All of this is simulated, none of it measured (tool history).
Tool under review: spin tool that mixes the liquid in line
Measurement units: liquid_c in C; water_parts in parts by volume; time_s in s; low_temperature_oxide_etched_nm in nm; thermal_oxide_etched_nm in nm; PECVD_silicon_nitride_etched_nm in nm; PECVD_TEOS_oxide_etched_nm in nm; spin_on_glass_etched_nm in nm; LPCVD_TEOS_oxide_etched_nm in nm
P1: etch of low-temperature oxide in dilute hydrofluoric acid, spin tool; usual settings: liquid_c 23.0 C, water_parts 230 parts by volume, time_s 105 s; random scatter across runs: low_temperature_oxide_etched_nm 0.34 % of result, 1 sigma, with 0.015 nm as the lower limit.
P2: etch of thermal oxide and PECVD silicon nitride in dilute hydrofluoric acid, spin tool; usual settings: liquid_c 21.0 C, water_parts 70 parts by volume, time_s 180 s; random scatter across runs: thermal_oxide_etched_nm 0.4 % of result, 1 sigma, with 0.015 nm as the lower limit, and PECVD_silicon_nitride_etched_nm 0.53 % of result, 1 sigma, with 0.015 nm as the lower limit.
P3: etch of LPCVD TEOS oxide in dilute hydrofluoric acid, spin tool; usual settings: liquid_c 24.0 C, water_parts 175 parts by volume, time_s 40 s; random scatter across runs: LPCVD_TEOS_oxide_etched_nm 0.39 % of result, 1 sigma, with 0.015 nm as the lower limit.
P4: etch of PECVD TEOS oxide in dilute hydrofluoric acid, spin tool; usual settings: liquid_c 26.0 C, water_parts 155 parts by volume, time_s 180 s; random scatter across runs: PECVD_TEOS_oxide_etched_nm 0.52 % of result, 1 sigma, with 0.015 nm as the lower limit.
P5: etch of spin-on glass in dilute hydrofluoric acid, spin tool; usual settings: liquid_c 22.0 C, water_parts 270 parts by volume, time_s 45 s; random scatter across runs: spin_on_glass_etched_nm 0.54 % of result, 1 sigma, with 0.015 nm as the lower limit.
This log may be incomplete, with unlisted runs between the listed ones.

run   hour  process  liquid_c  water_parts  time_s  hours since the thermometer was replaced  hours since the hydrofluoric acid flow meter was replaced  low_temperature_oxide_etched_nm  thermal_oxide_etched_nm  PECVD_silicon_nitride_etched_nm  PECVD_TEOS_oxide_etched_nm  spin_on_glass_etched_nm  LPCVD_TEOS_oxide_etched_nm
  1   18.2       P1      23.0          230     105                                     200.2                                                      790.9                           8.8059
  2   29.7       P1      18.0          230      15                                     211.7                                                      802.4                           1.0510
  3   44.9       P1      23.0          230     105                                     226.9                                                      817.6                           8.7112
  4   63.1       P2      21.0           70      45                                     245.1                                                      835.8                                                    2.7622                           1.5253
  5   76.6       P4      26.0          155     180                                     258.6                                                      849.3                                                                                                                 11.583
  6   87.3       P1      23.0          230     105                                     269.3                                                      860.0                           8.7440
  7  100.7       P5      22.0          270      45                                     282.7                                                      873.4                                                                                                                                          5.3590
  8  112.1       P3      24.0          175      40                                     294.1                                                      884.8                                                                                                                                                                      6.4042
  9  126.6       P3      24.0          325      40                                     308.6                                                      899.3                                                                                                                                                                      2.9785
 10  137.8       P1      29.5          230     105                                     319.8                                                      910.5                          10.9500
 11  154.3       P4      18.5          155     180                                     336.3                                                      927.0                                                                                                                  8.660
 12  169.8       P1      23.0          370     105                                     351.8                                                      942.5                           4.7690
 13  183.7       P5      22.0          450      45                                     365.7                                                      956.4                                                                                                                                          2.6959
 14  201.7       P4      26.0          155      85                                     383.7                                                      974.4                                                                                                                  5.545
 15  220.0       P1      23.0          120      15                                     402.0                                                      992.7                           2.7319
 16  236.4       P1      23.0          230     105                                     418.4                                                     1009.1                           8.7978
 17  248.9       P5      27.5          270      45                                     430.9                                                     1021.6                                                                                                                                          6.5625
 18  264.9       P5      22.0          270      65                                     446.9                                                     1037.6                                                                                                                                          7.7666
 19  282.4       P1      23.0          140     105                                     464.4                                                     1055.1                          15.8760
 20  295.3       P3      24.0          175      15                                     477.3                                                     1068.0                                                                                                                                                                      2.4282
 21  304.6       P1      17.0          230     105                                     486.6                                                     1077.3                           7.0213
 22  318.8       P1      23.0          230     205                                     500.8                                                     1091.5                          17.1570
 23  335.1       P2      21.0           70     180                                     517.1                                                     1107.8                                                   11.1600                           6.0087

Run 24 has not been measured yet. What should we expect?
 24  346.6       P2      21.0           30     180                                     528.6                                                     1119.3                                                         ?                                ?

{"run 24": {"thermal_oxide_etched_nm": 27.508, "PECVD_silicon_nitride_etched_nm": 13.698}}
